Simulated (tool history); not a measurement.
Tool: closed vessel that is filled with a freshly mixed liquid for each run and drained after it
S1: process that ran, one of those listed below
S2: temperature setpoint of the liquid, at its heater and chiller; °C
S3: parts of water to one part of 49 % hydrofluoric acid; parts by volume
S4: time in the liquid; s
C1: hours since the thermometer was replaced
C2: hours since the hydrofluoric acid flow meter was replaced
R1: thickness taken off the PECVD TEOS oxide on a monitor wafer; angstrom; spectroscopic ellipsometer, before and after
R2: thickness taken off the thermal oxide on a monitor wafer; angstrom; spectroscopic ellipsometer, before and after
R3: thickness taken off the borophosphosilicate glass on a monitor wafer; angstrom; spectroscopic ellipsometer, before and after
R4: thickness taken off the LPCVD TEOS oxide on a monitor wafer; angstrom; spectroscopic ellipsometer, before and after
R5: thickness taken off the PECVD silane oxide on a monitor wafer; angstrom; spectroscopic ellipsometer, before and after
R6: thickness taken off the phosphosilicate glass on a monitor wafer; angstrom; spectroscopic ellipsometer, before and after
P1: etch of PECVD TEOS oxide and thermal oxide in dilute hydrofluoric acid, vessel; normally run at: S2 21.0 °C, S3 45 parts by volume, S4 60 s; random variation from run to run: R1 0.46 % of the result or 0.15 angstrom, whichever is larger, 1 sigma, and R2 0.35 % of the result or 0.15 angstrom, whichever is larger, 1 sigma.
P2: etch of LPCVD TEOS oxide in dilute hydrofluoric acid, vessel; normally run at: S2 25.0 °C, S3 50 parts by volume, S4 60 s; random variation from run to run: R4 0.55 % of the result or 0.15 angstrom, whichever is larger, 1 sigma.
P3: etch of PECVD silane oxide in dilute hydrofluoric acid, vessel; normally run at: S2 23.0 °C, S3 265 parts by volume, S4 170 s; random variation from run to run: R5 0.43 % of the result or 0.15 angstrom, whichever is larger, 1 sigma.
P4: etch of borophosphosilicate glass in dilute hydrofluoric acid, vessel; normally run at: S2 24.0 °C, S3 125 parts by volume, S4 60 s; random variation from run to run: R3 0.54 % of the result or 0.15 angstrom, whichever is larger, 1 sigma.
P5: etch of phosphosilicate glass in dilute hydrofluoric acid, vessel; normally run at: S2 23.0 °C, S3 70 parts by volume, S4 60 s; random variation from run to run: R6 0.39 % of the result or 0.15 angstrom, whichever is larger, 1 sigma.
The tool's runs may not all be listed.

| run | day | S1 | S2 | S3 | S4 | C1 | C2 | R1 | R2 | R3 | R4 | R5 | R6 |
|---|---|---|---|---|---|---|---|---|---|---|---|---|---|
| 1 | 0.446 | P1 | 21.0 | 45 | 60 | 342.7 | 449.1 | 199.710 | 59.383 |  |  |  |  |
| 2 | 0.883 | P4 | 20.5 | 125 | 60 | 353.2 | 459.6 |  |  | 362.05 |  |  |  |
| 3 | 1.238 | P1 | 21.0 | 45 | 60 | 361.7 | 468.1 | 200.260 | 59.301 |  |  |  |  |
| 4 | 1.492 | P1 | 21.0 | 30 | 60 | 367.8 | 474.2 | 306.970 | 90.764 |  |  |  |  |
| 5 | 1.950 | P1 | 21.0 | 45 | 60 | 378.8 | 485.2 | 200.170 | 59.403 |  |  |  |  |
| 6 | 2.225 | P2 | 18.5 | 50 | 60 | 385.4 | 491.8 |  |  |  | 219.92 |  |  |
| 7 | 2.508 | P4 | 24.0 | 125 | 60 | 392.2 | 498.6 |  |  | 414.16 |  |  |  |
| 8 | 2.971 | P4 | 24.0 | 125 | 60 | 403.3 | 509.7 |  |  | 409.97 |  |  |  |
| 9 | 3.412 | P1 | 29.0 | 70 | 60 | 413.9 | 520.3 | 170.550 | 51.474 |  |  |  |  |
| 10 | 3.792 | P1 | 25.5 | 45 | 60 | 423.0 | 529.4 | 239.740 | 71.730 |  |  |  |  |
| 11 | 4.233 | P1 | 17.0 | 45 | 60 | 433.6 | 540.0 | 169.080 | 50.128 |  |  |  |  |
| 12 | 4.725 | P2 | 25.0 | 50 | 90 | 445.4 | 551.8 |  |  |  | 431.00 |  |  |
| 13 | 5.229 | P4 | 24.0 | 30 | 60 | 457.5 | 563.9 |  |  | 1938.20 |  |  |  |
| 14 | 5.625 | P1 | 21.0 | 75 | 60 | 467.0 | 573.4 | 115.320 | 34.684 |  |  |  |  |
| 15 | 6.046 | P3 | 23.0 | 265 | 170 | 477.1 | 583.5 |  |  |  |  | 149.320 |  |
| 16 | 6.488 | P5 | 23.0 | 70 | 105 | 487.7 | 594.1 |  |  |  |  |  | 2325.5 |
| 17 | 6.833 | P2 | 25.0 | 50 | 60 | 496.0 | 602.4 |  |  |  | 287.50 |  |  |
| 18 | 7.292 | P5 | 23.0 | 70 | 60 | 507.0 | 613.4 |  |  |  |  |  | 1325.9 |
| 19 | 7.675 | P1 | 21.0 | 45 | 60 | 516.2 | 622.6 | 199.640 | 59.455 |  |  |  |  |
| 20 | 7.912 | P1 | 21.0 | 45 | 60 | 521.9 | 628.3 | 198.980 | 59.872 |  |  |  |  |
|  | 7.946 | hydrofluoric acid flow meter replaced |
| 21 | 8.175 | P3 | 23.0 | 265 | 95 | 528.2 | 5.5 |  |  |  |  | 83.663 |  |
| 22 | 8.433 | P3 | 30.0 | 265 | 170 | 534.4 | 11.7 |  |  |  |  | 190.920 |  |
| 23 | 8.754 | P3 | 23.0 | 400 | 170 | 542.1 | 19.4 |  |  |  |  | 87.849 |  |
| 24 | 9.083 | P1 | 21.0 | 45 | 30 | 550.0 | 27.3 | 98.994 | 29.888 |  |  |  |  |
| 25 | 9.500 | P5 | 23.0 | 70 | 60 | 560.0 | 37.3 |  |  |  |  |  | 1325.7 |

Forecast run 26:
| 26 | 10.008 | P5 | 28.0 | 70 | 60 | 572.2 | 49.5 |  |  |  |  |  | ? |

R6: 1633.4 angstrom

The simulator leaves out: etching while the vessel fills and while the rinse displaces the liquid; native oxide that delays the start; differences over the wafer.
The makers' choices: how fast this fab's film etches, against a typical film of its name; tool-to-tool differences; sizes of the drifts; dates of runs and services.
